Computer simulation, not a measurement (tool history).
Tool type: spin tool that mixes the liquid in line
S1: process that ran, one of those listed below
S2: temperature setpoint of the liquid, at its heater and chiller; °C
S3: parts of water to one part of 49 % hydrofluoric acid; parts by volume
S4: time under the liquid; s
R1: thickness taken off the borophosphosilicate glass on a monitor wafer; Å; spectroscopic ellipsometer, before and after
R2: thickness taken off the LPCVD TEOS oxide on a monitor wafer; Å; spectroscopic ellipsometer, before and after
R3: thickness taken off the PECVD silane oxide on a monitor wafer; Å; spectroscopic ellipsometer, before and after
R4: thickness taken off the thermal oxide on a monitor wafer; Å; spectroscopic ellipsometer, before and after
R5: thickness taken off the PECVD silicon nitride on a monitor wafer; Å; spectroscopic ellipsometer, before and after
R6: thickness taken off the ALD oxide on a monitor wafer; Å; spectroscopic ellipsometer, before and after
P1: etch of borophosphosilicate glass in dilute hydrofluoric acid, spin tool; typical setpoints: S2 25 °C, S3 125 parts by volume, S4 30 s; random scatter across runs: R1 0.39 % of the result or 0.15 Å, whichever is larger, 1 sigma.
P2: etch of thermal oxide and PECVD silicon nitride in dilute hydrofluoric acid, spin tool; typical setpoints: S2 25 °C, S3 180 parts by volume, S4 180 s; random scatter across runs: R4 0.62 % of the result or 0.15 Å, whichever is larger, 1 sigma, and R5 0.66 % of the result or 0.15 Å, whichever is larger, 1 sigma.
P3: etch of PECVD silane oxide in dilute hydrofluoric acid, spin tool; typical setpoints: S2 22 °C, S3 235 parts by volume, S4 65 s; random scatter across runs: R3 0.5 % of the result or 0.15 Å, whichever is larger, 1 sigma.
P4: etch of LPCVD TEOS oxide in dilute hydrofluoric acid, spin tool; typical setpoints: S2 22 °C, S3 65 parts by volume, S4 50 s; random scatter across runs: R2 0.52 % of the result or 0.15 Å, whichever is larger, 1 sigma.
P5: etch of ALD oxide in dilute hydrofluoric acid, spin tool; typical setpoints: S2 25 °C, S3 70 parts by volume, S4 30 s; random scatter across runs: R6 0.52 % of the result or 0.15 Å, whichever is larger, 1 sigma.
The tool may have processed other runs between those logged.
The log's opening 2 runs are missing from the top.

run,day,S1,S2,S3,S4,R1,R2,R3,R4,R5,R6
3,1.079,P1,25,125,30,109.23,,,,,
4,1.454,P3,28,235,65,,,107.67,,,
5,1.971,P4,22,65,90,,379.29,,,,
6,2.258,P1,25,65,30,227.7,,,,,
7,2.721,P1,29.5,125,30,129.45,,,,,
8,3.017,P2,25,180,280,,,,68.529,58.472,
# day 3.196: thermometer replaced
9,3.454,P3,22,235,35,,,46.933,,,
10,3.742,P5,25,70,15,,,,,,46.059
11,4.229,P5,25,100,30,,,,,,61.439
12,4.579,P2,25,180,180,,,,43.625,37.268,
13,4.821,P1,21,195,30,56.004,,,,,
14,5.329,P1,25,175,55,135.99,,,,,
15,5.762,P1,25,125,15,55.106,,,,,
16,6.275,P4,22,65,50,,209.01,,,,
17,6.612,P1,25,125,30,109.32,,,,,
18,6.912,P1,25,200,30,62.972,,,,,
19,7.342,P3,22,235,65,,,86.903,,,
20,7.662,P4,22,65,50,,209.64,,,,
21,8.092,P5,25,70,30,,,,,,91.91
22,8.512,P1,25,125,30,109.83,,,,,
23,8.95,P1,25,125,45,165.43,,,,,

For run 24, what comes out?
24,9.217,P2,25,310,180,,,,?,?,

Run 24 came out at R4 22.189 Å, R5 21.519 Å.
